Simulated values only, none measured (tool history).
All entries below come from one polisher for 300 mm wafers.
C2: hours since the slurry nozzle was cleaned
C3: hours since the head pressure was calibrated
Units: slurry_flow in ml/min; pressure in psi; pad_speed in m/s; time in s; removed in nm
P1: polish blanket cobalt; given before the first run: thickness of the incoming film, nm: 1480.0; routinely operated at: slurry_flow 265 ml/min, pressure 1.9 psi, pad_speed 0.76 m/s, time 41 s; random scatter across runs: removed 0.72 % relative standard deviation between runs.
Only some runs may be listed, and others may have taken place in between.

Run 1, hour 4.1: slurry_flow 265 ml/min, pressure 1.9 psi, pad_speed 0.76 m/s, time 41 s; wafers polished on this pad 177; C2 123.4; C3 639.1. Result: removed 142.69 nm.
Run 2, hour 10.4: slurry_flow 265 ml/min, pressure 1.9 psi, pad_speed 0.76 m/s, time 41 s; wafers polished on this pad 222; C2 129.7; C3 645.4. Result: removed 142.1 nm.
Run 3, hour 14.8: slurry_flow 265 ml/min, pressure 1.9 psi, pad_speed 0.76 m/s, time 41 s; wafers polished on this pad 254; C2 134.1; C3 649.8. Result: removed 141.29 nm.
Run 4, hour 19: slurry_flow 265 ml/min, pressure 1.9 psi, pad_speed 0.76 m/s, time 41 s; wafers polished on this pad 284; C2 138.3; C3 654. Result: removed 142.01 nm.
Run 5, hour 25: slurry_flow 265 ml/min, pressure 1.9 psi, pad_speed 0.76 m/s, time 41 s; wafers polished on this pad 327; C2 144.3; C3 660. Result: removed 141.57 nm.
Run 6, hour 30.3: slurry_flow 265 ml/min, pressure 1.9 psi, pad_speed 0.46 m/s, time 41 s; wafers polished on this pad 365; C2 149.6; C3 665.3. Result: removed 87.195 nm.
Run 7, hour 35.7: slurry_flow 265 ml/min, pressure 1.1 psi, pad_speed 0.76 m/s, time 41 s; wafers polished on this pad 404; C2 155; C3 670.7. Result: removed 82.475 nm.
Run 8, hour 41.9: slurry_flow 405 ml/min, pressure 1.9 psi, pad_speed 0.76 m/s, time 41 s; wafers polished on this pad 448; C2 161.2; C3 676.9. Result: removed 147.46 nm.
Run 9, hour 45.3: slurry_flow 265 ml/min, pressure 2.6 psi, pad_speed 0.76 m/s, time 41 s; wafers polished on this pad 472; C2 164.6; C3 680.3. Result: removed 195.29 nm.
Run 10, hour 49.4: slurry_flow 340 ml/min, pressure 1.9 psi, pad_speed 0.94 m/s, time 41 s; wafers polished on this pad 502; C2 168.7; C3 684.4. Result: removed 181.74 nm.
Run 11, hour 55.7: slurry_flow 265 ml/min, pressure 1.9 psi, pad_speed 0.76 m/s, time 41 s; wafers polished on this pad 547; C2 175; C3 690.7. Result: removed 143.24 nm.
Run 12, hour 61.9: slurry_flow 265 ml/min, pressure 1.9 psi, pad_speed 0.76 m/s, time 24 s; wafers polished on this pad 591; C2 181.2; C3 696.9. Result: removed 83.068 nm.
Run 13, hour 65.4: slurry_flow 265 ml/min, pressure 1.9 psi, pad_speed 0.76 m/s, time 41 s; wafers polished on this pad 616; C2 184.7; C3 700.4. Result: removed 143.21 nm.
Run 14, hour 70.7: slurry_flow 265 ml/min, pressure 1.9 psi, pad_speed 0.76 m/s, time 55 s; wafers polished on this pad 654; C2 190; C3 705.7. Result: removed 190.31 nm.
Run 15, hour 76.1: slurry_flow 160 ml/min, pressure 1.9 psi, pad_speed 0.76 m/s, time 41 s; wafers polished on this pad 693; C2 195.4; C3 711.1. Result: removed 133.44 nm.
Run 16, hour 79.7: slurry_flow 265 ml/min, pressure 1.9 psi, pad_speed 0.98 m/s, time 41 s; wafers polished on this pad 719; C2 199; C3 714.7. Result: removed 181.13 nm.
Run 17, hour 83: slurry_flow 265 ml/min, pressure 1.9 psi, pad_speed 0.76 m/s, time 41 s; wafers polished on this pad 742; C2 202.3; C3 718. Result: removed 140.82 nm.
Run 18, hour 88.4: slurry_flow 265 ml/min, pressure 1.9 psi, pad_speed 0.76 m/s, time 41 s; wafers polished on this pad 781; C2 207.7; C3 723.4. Result: removed 137.36 nm.
Run 19, hour 94: slurry_flow 265 ml/min, pressure 1.9 psi, pad_speed 0.76 m/s, time 41 s; wafers polished on this pad 821; C2 213.3; C3 729. Result: removed 137.1 nm.
Run 20, hour 98: slurry_flow 265 ml/min, pressure 1.9 psi, pad_speed 0.76 m/s, time 41 s; wafers polished on this pad 850; C2 217.3; C3 733. Result: removed 135.62 nm.
Run 21, hour 104.1: slurry_flow 265 ml/min, pressure 1.9 psi, pad_speed 0.76 m/s, time 41 s; wafers polished on this pad 893; C2 223.4; C3 739.1. Result: removed 134.49 nm.
Run 22, hour 107.9: slurry_flow 265 ml/min, pressure 1.9 psi, pad_speed 0.76 m/s, time 41 s; wafers polished on this pad 921; C2 227.2; C3 742.9. Result: removed 135.1 nm.
At hour 111.2: worn pad replaced by a new one.
Run 23, hour 111.6: slurry_flow 265 ml/min, pressure 1.9 psi, pad_speed 0.76 m/s, time 41 s; wafers polished on this pad 2; C2 230.9; C3 746.6. Result: removed 135.32 nm.
Run 24, hour 114.9: slurry_flow 265 ml/min, pressure 1.9 psi, pad_speed 0.76 m/s, time 41 s; wafers polished on this pad 26; C2 234.2; C3 749.9. Result: removed 137.11 nm.
Run 25, hour 118.4: slurry_flow 265 ml/min, pressure 1.9 psi, pad_speed 0.76 m/s, time 41 s; wafers polished on this pad 51; C2 237.7; C3 753.4. Result: removed 133.64 nm.
Run 26, hour 121.8: slurry_flow 265 ml/min, pressure 1.9 psi, pad_speed 0.76 m/s, time 41 s; wafers polished on this pad 76; C2 241.1; C3 756.8. Result: removed 133.13 nm.

The log shows P1 creeping away from where it was. Any of the 2 causes listed here, at the size stated for it, fits the log just as well as the others:
A: head's pressure below its setpoint, % = 5.12
B: slurry flow missing at the pad, % = 34.6
At approximately hour 83, the process output began to creep.
Why every other cause is out:
removal rate lost through wear of the pad, %: its service at hour 111.2 followed the start of the drift and did not put the process back to its old value

You are offered 4 check runs, listed below with question marks in place of their results; each one averages 5 wafers. Which run separates the listed causes by giving clearly different results for each?
Run check 1, hour 125.2: slurry_flow 265 ml/min, pressure 2.3 psi, pad_speed 0.76 m/s, time 41 s. Result: removed ?.
Run check 2, hour 125.2: slurry_flow 265 ml/min, pressure 1.9 psi, pad_speed 0.94 m/s, time 41 s. Result: removed ?.
Run check 3, hour 125.2: slurry_flow 265 ml/min, pressure 1.9 psi, pad_speed 0.9 m/s, time 41 s. Result: removed ?.
Run check 4, hour 125.2: slurry_flow 170 ml/min, pressure 1.9 psi, pad_speed 0.76 m/s, time 41 s. Result: removed ?.

Outcome of each check run for each possible cause:
  check   result    if A    if B
check 1  removed  163.28  163.29
check 2  removed  166.83  166.84
check 3  removed  159.73  159.74
check 4  removed  127.61  124.24
How far apart the two closest causes lie, in the result that separates them most: check 1 0.01 %; check 2 0.01 %; check 3 0.01 %; check 4 2.68 %
Check 4 tells the causes apart: in the others they would give nearly the same result.

Check 4 was carried out, with these results: removed 127.1 nm. Which of the listed causes is responsible?

The correct cause is A, namely: head's pressure below its setpoint, %.
